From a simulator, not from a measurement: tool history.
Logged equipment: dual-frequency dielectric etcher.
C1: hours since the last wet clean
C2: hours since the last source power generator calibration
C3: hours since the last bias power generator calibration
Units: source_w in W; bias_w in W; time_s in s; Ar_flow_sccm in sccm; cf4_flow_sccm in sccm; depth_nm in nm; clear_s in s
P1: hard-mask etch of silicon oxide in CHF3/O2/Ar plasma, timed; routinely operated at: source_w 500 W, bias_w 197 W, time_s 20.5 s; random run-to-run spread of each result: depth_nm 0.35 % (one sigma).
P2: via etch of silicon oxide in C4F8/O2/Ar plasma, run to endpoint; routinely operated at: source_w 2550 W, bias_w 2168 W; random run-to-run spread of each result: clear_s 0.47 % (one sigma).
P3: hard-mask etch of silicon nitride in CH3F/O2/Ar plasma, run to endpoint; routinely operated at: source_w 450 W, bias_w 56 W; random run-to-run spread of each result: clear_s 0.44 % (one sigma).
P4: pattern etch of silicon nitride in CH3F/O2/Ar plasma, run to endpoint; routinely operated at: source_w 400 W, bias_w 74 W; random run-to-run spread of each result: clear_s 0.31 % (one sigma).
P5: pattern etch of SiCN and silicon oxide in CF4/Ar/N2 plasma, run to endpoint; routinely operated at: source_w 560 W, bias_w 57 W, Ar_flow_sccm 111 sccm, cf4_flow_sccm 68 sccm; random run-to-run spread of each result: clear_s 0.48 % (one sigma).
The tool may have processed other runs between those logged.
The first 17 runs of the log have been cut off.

run 18 hour=63.4 | process=P3 source_w=450 bias_w=37 | C1=359.2 C2=2674.2 C3=636.5 | clear_s=89.8990
run 19 hour=65.7 | process=P5 source_w=560 bias_w=57 Ar_flow_sccm=111 cf4_flow_sccm=89 | C1=361.5 C2=2676.5 C3=638.8 | clear_s=10.7650
run 20 hour=69.3 | process=P1 source_w=500 bias_w=197 time_s=20.5 | C1=365.1 C2=2680.1 C3=642.4 | depth_nm=37.399
run 21 hour=72.9 | process=P1 source_w=670 bias_w=197 time_s=20.5 | C1=368.7 C2=2683.7 C3=646.0 | depth_nm=41.950
run 22 hour=77.0 | process=P5 source_w=560 bias_w=57 Ar_flow_sccm=111 cf4_flow_sccm=68 | C1=372.8 C2=2687.8 C3=650.1 | clear_s=11.3160
run 23 hour=79.3 | process=P1 source_w=500 bias_w=197 time_s=12.5 | C1=375.1 C2=2690.1 C3=652.4 | depth_nm=22.894
run 24 hour=83.3 | process=P1 source_w=390 bias_w=197 time_s=20.5 | C1=379.1 C2=2694.1 C3=656.4 | depth_nm=34.089
run 25 hour=85.7 | process=P1 source_w=500 bias_w=197 time_s=20.5 | C1=381.5 C2=2696.5 C3=658.8 | depth_nm=37.249

Forecast run 26:
run 26 hour=87.7 | process=P1 source_w=500 bias_w=197 time_s=20.5 | C1=383.5 C2=2698.5 C3=660.8 | depth_nm=?

{"run 26": {"depth_nm": 37.737}}

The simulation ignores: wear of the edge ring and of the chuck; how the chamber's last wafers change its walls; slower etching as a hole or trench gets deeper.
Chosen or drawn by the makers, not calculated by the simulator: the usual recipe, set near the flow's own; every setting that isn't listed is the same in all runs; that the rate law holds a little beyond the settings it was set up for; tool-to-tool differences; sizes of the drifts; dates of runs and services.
